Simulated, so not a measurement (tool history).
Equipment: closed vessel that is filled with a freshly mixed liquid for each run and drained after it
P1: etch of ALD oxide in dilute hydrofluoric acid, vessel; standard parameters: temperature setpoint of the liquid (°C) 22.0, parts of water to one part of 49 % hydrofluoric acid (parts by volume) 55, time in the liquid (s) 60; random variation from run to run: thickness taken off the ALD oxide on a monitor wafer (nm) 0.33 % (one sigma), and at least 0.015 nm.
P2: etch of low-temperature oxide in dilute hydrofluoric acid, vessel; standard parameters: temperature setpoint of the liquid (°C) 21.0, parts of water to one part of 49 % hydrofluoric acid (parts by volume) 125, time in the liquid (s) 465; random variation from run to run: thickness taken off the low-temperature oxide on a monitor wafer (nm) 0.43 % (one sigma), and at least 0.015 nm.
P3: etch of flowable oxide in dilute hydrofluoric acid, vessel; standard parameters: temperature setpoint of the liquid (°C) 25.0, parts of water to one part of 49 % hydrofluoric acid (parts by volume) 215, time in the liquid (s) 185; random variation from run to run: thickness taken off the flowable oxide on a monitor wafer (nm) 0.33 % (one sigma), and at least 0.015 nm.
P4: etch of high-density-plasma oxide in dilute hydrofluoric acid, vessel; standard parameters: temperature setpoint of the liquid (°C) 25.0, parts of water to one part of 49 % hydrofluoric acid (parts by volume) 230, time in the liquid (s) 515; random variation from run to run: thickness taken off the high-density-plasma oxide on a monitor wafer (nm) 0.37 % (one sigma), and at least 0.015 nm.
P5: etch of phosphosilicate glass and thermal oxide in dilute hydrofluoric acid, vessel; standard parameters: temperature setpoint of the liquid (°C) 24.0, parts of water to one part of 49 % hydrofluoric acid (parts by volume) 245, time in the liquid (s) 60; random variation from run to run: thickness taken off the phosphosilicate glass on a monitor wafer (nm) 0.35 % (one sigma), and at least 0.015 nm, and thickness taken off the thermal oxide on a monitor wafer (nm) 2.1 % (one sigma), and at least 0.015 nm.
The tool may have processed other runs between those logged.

| run | hour | process that ran | temperature setpoint of the liquid (°C) | parts of water to one part of 49 % hydrofluoric acid (parts by volume) | time in the liquid (s) | thickness taken off the ALD oxide on a monitor wafer (nm) | thickness taken off the flowable oxide on a monitor wafer (nm) | thickness taken off the low-temperature oxide on a monitor wafer (nm) | thickness taken off the phosphosilicate glass on a monitor wafer (nm) | thickness taken off the thermal oxide on a monitor wafer (nm) | thickness taken off the high-density-plasma oxide on a monitor wafer (nm) |
|---|---|---|---|---|---|---|---|---|---|---|---|
| 1 | 6.1 | P1 | 22.0 | 55 | 60 | 23.853 |  |  |  |  |  |
| 2 | 10.7 | P3 | 25.0 | 215 | 340 |  | 66.883 |  |  |  |  |
| 3 | 17.8 | P2 | 21.0 | 125 | 465 |  |  | 34.503 |  |  |  |
| 4 | 24.6 | P2 | 21.0 | 65 | 465 |  |  | 72.166 |  |  |  |
| 5 | 30.5 | P5 | 32.0 | 245 | 60 |  |  |  | 53.188 | 1.37700 |  |
| 6 | 35.5 | P1 | 22.0 | 55 | 60 | 23.800 |  |  |  |  |  |
| 7 | 39.6 | P5 | 24.0 | 245 | 30 |  |  |  | 20.200 | 0.51251 |  |
| 8 | 47.2 | P3 | 25.0 | 375 | 185 |  | 17.691 |  |  |  |  |
| 9 | 52.4 | P3 | 17.0 | 215 | 185 |  | 26.616 |  |  |  |  |
| 10 | 60.0 | P5 | 24.0 | 245 | 60 |  |  |  | 40.380 | 0.99604 |  |
| 11 | 68.3 | P5 | 24.0 | 245 | 60 |  |  |  | 40.172 | 0.97645 |  |
| 12 | 75.8 | P1 | 17.5 | 55 | 100 | 32.702 |  |  |  |  |  |
| 13 | 81.7 | P3 | 25.0 | 215 | 185 |  | 35.930 |  |  |  |  |
| 14 | 85.6 | P2 | 29.0 | 125 | 465 |  |  | 47.269 |  |  |  |
| 15 | 94.4 | P4 | 25.0 | 230 | 225 |  |  |  |  |  | 7.872 |
| 16 | 99.0 | P1 | 27.5 | 55 | 60 | 29.821 |  |  |  |  |  |
| 17 | 104.8 | P4 | 18.5 | 230 | 515 |  |  |  |  |  | 14.004 |
| 18 | 111.1 | P2 | 21.0 | 125 | 835 |  |  | 62.337 |  |  |  |
| 19 | 118.5 | P5 | 24.0 | 60 | 60 |  |  |  | 203.310 | 5.34590 |  |
| 20 | 126.8 | P1 | 22.0 | 55 | 85 | 33.735 |  |  |  |  |  |
| 21 | 133.7 | P4 | 25.0 | 45 | 515 |  |  |  |  |  | 114.590 |
| 22 | 141.6 | P1 | 22.0 | 55 | 60 | 23.832 |  |  |  |  |  |
| 23 | 148.9 | P4 | 25.0 | 230 | 515 |  |  |  |  |  | 18.005 |
| 24 | 156.2 | P2 | 21.0 | 125 | 465 |  |  | 34.751 |  |  |  |
| 25 | 164.3 | P1 | 22.0 | 80 | 60 | 15.811 |  |  |  |  |  |
| 26 | 172.2 | P1 | 18.5 | 55 | 60 | 20.559 |  |  |  |  |  |
| 27 | 180.1 | P1 | 22.0 | 55 | 60 | 23.824 |  |  |  |  |  |
| 28 | 184.6 | P4 | 25.0 | 230 | 515 |  |  |  |  |  | 18.065 |
| 29 | 191.8 | P1 | 22.0 | 55 | 60 | 23.767 |  |  |  |  |  |
| 30 | 199.2 | P1 | 22.0 | 30 | 60 | 45.040 |  |  |  |  |  |
| 31 | 203.5 | P1 | 22.0 | 55 | 60 | 23.862 |  |  |  |  |  |
| 32 | 210.2 | P1 | 22.0 | 55 | 35 | 13.840 |  |  |  |  |  |
| 33 | 218.7 | P1 | 22.0 | 55 | 60 | 23.682 |  |  |  |  |  |
| 34 | 225.5 | P1 | 22.0 | 55 | 60 | 23.157 |  |  |  |  |  |
| 35 | 230.3 | P1 | 22.0 | 55 | 60 | 22.526 |  |  |  |  |  |
| 36 | 236.7 | P1 | 22.0 | 55 | 60 | 22.051 |  |  |  |  |  |
| 37 | 245.5 | P1 | 22.0 | 55 | 60 | 21.884 |  |  |  |  |  |
| 38 | 251.6 | P1 | 22.0 | 55 | 60 | 21.848 |  |  |  |  |  |
| 39 | 258.2 | P1 | 22.0 | 55 | 60 | 21.619 |  |  |  |  |  |
| 40 | 263.8 | P1 | 22.0 | 55 | 60 | 21.607 |  |  |  |  |  |
| 41 | 272.3 | P1 | 22.0 | 55 | 60 | 21.613 |  |  |  |  |  |
| 42 | 276.7 | P1 | 22.0 | 55 | 60 | 21.535 |  |  |  |  |  |
| 43 | 281.9 | P1 | 22.0 | 55 | 60 | 21.489 |  |  |  |  |  |
| 44 | 288.2 | P1 | 22.0 | 55 | 60 | 21.516 |  |  |  |  |  |

The log shows P1 creeping away from where it was. Any of the 2 causes listed here, at the size stated for it, fits the log just as well as the others:
A: liquid colder than its thermometer reads (K) = 2.4
B: hydrofluoric acid flow below the setpoint (%) = 8.98
Onset of the creep was near hour 218.7.

The check runs listed below each take one wafer, and their results are still question marks. Under which run would the listed causes lead to clearly different results?
| check 1 | 294.5 | P3 | 17.5 | 370 | 185 |  | ? |  |  |  |  |
| check 2 | 294.5 | P4 | 25.0 | 80 | 515 |  |  |  |  |  | ? |
| check 3 | 294.5 | P2 | 21.0 | 90 | 745 |  |  | ? |  |  |  |
| check 4 | 294.5 | P5 | 24.0 | 90 | 60 |  |  |  | ? | ? |  |

How each check would come out, cause by cause:
| check | result | if A | if B |
|---|---|---|---|
| check 1 | thickness taken off the flowable oxide on a monitor wafer (nm) | 12.709 | 12.281 |
| check 2 | thickness taken off the high-density-plasma oxide on a monitor wafer (nm) | 56.034 | 55.612 |
| check 3 | thickness taken off the low-temperature oxide on a monitor wafer (nm) | 73.123 | 72.762 |
| check 4 | thickness taken off the phosphosilicate glass on a monitor wafer (nm) | 118.850 | 117.870 |
| check 4 | thickness taken off the thermal oxide on a monitor wafer (nm) | 3.00190 | 2.97710 |
Distance between the nearest two causes, measured in the result of the check that separates them most: check 1 3.42 %; check 2 0.76 %; check 3 0.49 %; check 4 0.83 %
The other checks would show nearly matching results whichever cause is true, so check 1 is the only one that separates the causes.

Check 1 was carried out, with these results: thickness taken off the flowable oxide on a monitor wafer (nm) 12.687. Which of the listed causes is responsible?

It was cause A: liquid colder than its thermometer reads (K).
